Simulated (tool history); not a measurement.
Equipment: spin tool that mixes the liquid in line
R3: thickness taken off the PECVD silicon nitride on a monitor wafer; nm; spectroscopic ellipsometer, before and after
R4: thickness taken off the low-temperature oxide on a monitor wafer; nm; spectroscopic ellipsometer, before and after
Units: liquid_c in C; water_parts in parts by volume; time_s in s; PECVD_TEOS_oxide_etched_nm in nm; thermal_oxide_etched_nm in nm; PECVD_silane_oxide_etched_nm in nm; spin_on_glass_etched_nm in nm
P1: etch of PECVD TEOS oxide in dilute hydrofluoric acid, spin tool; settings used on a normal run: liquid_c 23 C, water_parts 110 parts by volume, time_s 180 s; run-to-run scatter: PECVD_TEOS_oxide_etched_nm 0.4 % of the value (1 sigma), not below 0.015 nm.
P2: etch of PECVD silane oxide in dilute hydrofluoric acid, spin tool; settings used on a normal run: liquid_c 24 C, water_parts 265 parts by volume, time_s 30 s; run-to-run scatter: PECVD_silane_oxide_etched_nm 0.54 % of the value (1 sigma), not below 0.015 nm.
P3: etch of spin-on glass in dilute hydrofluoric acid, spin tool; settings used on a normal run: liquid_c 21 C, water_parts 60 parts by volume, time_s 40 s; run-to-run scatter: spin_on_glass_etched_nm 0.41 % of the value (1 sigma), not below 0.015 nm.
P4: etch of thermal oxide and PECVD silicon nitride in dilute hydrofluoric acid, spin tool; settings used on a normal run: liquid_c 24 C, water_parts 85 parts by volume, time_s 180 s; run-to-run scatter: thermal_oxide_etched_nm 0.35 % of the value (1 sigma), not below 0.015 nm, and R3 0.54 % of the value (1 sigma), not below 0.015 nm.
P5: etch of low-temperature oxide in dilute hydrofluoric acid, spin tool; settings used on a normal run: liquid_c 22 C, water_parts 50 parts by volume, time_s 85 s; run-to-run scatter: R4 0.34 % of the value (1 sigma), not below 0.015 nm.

{"run": 1, "hour": 7.5, "process": "P1", "liquid_c": 23, "water_parts": 110, "time_s": 180, "PECVD_TEOS_oxide_etched_nm": 32.27}
{"run": 2, "hour": 19.2, "process": "P1", "liquid_c": 18, "water_parts": 110, "time_s": 180, "PECVD_TEOS_oxide_etched_nm": 26.685}
{"run": 3, "hour": 33.3, "process": "P4", "liquid_c": 24, "water_parts": 150, "time_s": 180, "thermal_oxide_etched_nm": 5.3498, "R3": 5.6715}
{"run": 4, "hour": 41.5, "process": "P5", "liquid_c": 22, "water_parts": 50, "time_s": 20, "R4": 9.5498}
{"run": 5, "hour": 49.2, "process": "P2", "liquid_c": 24, "water_parts": 265, "time_s": 30, "PECVD_silane_oxide_etched_nm": 3.6752}
{"run": 6, "hour": 60.5, "process": "P1", "liquid_c": 23, "water_parts": 110, "time_s": 180, "PECVD_TEOS_oxide_etched_nm": 32.613}
{"run": 7, "hour": 73.1, "process": "P1", "liquid_c": 23, "water_parts": 110, "time_s": 180, "PECVD_TEOS_oxide_etched_nm": 32.514}
{"run": 8, "hour": 80.4, "process": "P3", "liquid_c": 21, "water_parts": 85, "time_s": 40, "spin_on_glass_etched_nm": 29.607}
{"run": 9, "hour": 87.5, "process": "P4", "liquid_c": 29.5, "water_parts": 85, "time_s": 180, "thermal_oxide_etched_nm": 12.707, "R3": 14.262}
{"run": 10, "hour": 98.1, "process": "P3", "liquid_c": 21, "water_parts": 60, "time_s": 80, "spin_on_glass_etched_nm": 85.954}
{"run": 11, "hour": 107.1, "process": "P1", "liquid_c": 23, "water_parts": 110, "time_s": 180, "PECVD_TEOS_oxide_etched_nm": 32.631}
{"run": 12, "hour": 116.1, "process": "P1", "liquid_c": 23, "water_parts": 110, "time_s": 180, "PECVD_TEOS_oxide_etched_nm": 32.534}
{"run": 13, "hour": 128.3, "process": "P3", "liquid_c": 21, "water_parts": 60, "time_s": 40, "spin_on_glass_etched_nm": 43.106}
{"run": 14, "hour": 144.4, "process": "P4", "liquid_c": 24, "water_parts": 85, "time_s": 180, "thermal_oxide_etched_nm": 10.253, "R3": 9.8989}
{"run": 15, "hour": 158.2, "process": "P5", "liquid_c": 22, "water_parts": 90, "time_s": 85, "R4": 21.477}
{"run": 16, "hour": 167.0, "process": "P1", "liquid_c": 23, "water_parts": 185, "time_s": 20, "PECVD_TEOS_oxide_etched_nm": 1.9423}
{"run": 17, "hour": 181.1, "process": "P1", "liquid_c": 23, "water_parts": 110, "time_s": 95, "PECVD_TEOS_oxide_etched_nm": 16.997}
{"run": 18, "hour": 197.1, "process": "P4", "liquid_c": 24, "water_parts": 85, "time_s": 300, "thermal_oxide_etched_nm": 17.036, "R3": 16.519}
{"run": 19, "hour": 210.0, "process": "P1", "liquid_c": 27.5, "water_parts": 110, "time_s": 180, "PECVD_TEOS_oxide_etched_nm": 38.47}
{"run": 20, "hour": 222.5, "process": "P1", "liquid_c": 23, "water_parts": 110, "time_s": 180, "PECVD_TEOS_oxide_etched_nm": 32.706}
{"run": 21, "hour": 238.6, "process": "P1", "liquid_c": 17, "water_parts": 110, "time_s": 290, "PECVD_TEOS_oxide_etched_nm": 41.032}
{"run": 22, "hour": 247.6, "process": "P3", "liquid_c": 21, "water_parts": 60, "time_s": 40, "spin_on_glass_etched_nm": 42.97}
{"run": 23, "hour": 261.6, "process": "P1", "liquid_c": 23, "water_parts": 190, "time_s": 180, "PECVD_TEOS_oxide_etched_nm": 17.315}
{"run": 24, "hour": 276.8, "process": "P1", "liquid_c": 30, "water_parts": 110, "time_s": 285, "PECVD_TEOS_oxide_etched_nm": 68.136}
{"run": 25, "hour": 287.4, "process": "P1", "liquid_c": 23, "water_parts": 110, "time_s": 270, "PECVD_TEOS_oxide_etched_nm": 48.55}

Predict the results of run 26:
{"run": 26, "hour": 295.5, "process": "P2", "liquid_c": 24, "water_parts": 395, "time_s": 30, "PECVD_silane_oxide_etched_nm": "?"}

For run 26 the tool returned PECVD_silane_oxide_etched_nm 2.2273 nm.
